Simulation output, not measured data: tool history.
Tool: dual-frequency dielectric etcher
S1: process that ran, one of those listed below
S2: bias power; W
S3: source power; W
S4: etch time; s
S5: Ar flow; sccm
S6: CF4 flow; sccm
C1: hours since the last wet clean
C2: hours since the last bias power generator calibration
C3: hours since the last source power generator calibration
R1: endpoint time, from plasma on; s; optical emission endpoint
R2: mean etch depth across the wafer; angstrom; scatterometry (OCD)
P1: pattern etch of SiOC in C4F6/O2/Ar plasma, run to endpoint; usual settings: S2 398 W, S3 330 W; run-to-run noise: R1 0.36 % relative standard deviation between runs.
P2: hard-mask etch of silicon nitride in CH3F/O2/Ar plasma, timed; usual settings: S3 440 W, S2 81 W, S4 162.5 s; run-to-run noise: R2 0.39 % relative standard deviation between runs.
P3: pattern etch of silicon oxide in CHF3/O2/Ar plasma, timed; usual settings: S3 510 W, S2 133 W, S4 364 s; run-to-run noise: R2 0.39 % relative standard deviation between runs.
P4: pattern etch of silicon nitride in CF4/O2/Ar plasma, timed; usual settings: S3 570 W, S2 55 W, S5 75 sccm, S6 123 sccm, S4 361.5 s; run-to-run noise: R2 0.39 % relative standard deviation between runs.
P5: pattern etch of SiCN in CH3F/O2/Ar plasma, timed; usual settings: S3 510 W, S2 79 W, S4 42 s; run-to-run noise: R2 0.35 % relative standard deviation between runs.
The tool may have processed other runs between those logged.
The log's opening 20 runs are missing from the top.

run	day	S1	S2	S3	S4	S5	S6	C1	C2	C3	R1	R2
21	3.229	P1	398	330				184.6	1464.4	15.7	13.848	
22	3.392	P3	133	510	260			188.5	1468.3	19.6		4369.9
23	3.567	P2	81	440	162.5			192.7	1472.5	23.8		1226.2
24	3.688	P3	93	510	364			195.6	1475.4	26.7		5496.5
25	3.808	P1	398	460				198.5	1478.3	29.6	12.351	
26	4	P1	398	250				203.1	1482.9	34.2	15.429	
27	4.188	P3	133	730	364			207.6	1487.4	38.7		7026.9
28	4.333	P1	234	330				211.1	1490.9	42.2	16.913	
29	4.433	P4	69	570	361.5	75	123	213.5	1493.3	44.6		9350.1
30	4.621	P2	81	440	162.5			218	1497.8	49.1		1226.6
31	4.738	P4	55	570	205	75	123	220.8	1500.6	51.9		4880.2
32	4.938	P1	398	330				225.6	1505.4	56.7	13.918	
33	5.121	P1	398	330				230	1509.8	61.1	14.067	
34	5.25	P1	398	330				233.1	1512.9	64.2	13.981	
35	5.362	P1	398	330				235.8	1515.6	66.9	14.166	
36	5.471	P1	398	330				238.4	1518.2	69.5	14.102	
37	5.608	P1	398	330				241.7	1521.5	72.8	14.134	
# day 5.617: wet clean of the chamber
38	5.738	P1	398	330				3	1524.6	75.9	14.166	
39	5.921	P1	398	330				7.4	1529	80.3	14.106	
40	6.042	P1	398	330				10.3	1531.9	83.2	14.156	

Run 41 has not been measured yet. What should we expect?
41	6.15	P1	398	330				12.9	1534.5	85.8	?	

{"run 41": {"R1": 14.226}}
